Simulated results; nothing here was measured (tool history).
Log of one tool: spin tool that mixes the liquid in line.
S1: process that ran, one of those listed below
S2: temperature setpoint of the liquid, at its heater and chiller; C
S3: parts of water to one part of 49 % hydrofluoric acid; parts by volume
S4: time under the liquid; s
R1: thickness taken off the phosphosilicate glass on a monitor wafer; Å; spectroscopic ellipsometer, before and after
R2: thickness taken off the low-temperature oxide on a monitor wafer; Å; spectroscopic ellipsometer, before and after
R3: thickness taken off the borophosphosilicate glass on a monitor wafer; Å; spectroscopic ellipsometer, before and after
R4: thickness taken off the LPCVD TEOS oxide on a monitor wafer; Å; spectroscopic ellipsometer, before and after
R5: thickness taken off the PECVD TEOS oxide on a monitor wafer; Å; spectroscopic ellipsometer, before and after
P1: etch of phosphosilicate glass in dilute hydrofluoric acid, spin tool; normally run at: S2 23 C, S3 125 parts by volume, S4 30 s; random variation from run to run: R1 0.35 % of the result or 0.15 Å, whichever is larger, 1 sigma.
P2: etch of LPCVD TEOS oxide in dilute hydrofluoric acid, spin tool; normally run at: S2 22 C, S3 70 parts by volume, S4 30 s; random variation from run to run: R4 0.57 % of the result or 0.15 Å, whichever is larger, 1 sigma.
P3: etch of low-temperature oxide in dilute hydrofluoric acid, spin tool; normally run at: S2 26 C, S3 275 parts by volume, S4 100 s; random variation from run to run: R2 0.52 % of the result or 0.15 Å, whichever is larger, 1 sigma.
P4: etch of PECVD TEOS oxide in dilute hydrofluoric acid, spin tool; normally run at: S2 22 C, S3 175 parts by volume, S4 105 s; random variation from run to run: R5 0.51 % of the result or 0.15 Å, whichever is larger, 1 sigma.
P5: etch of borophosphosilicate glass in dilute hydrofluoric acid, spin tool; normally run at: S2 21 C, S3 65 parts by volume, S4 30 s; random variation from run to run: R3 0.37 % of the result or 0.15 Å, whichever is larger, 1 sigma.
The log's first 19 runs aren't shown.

run   hour  S1    S2   S3   S4      R1      R2      R3  R4      R5
 20  207.7  P5    21  100   30                  91.491
 21  219.5  P1    23  205   30  187.13
 22  231.9  P1    23   30   30  1575.9
 23  241.7  P4    22  175  105                              64.386
 24    249  P1    17   35   30  1035.2
 25  257.2  P5    21   65   30                  147.01
 26  268.2  P3    26  275   35          22.624
 27  275.8  P1    23  125   30  335.83
 28  287.7  P3  20.5  275  100          53.271
 29  301.9  P1    23  125   30  333.34
 30  311.1  P1  27.5  125   30  397.02
 31  319.2  P1    23  200   50  319.57
 32  333.7  P1    23  125   55  620.03
 33  346.8  P5    21   65   30                  147.08
 34  361.6  P1    23  125   30  335.53
 35  369.9  P1    23  125   30  321.94
 36  376.9  P1    23  125   30  318.62
 37  385.5  P1    23  125   30  312.24
 38  397.3  P1    23  125   30  309.59
 39  410.3  P1    23  125   30  307.05

Forecast run 40:
 40  423.4  P1  23  125  30   ?

{"run 40": {"R1": 306.3}}
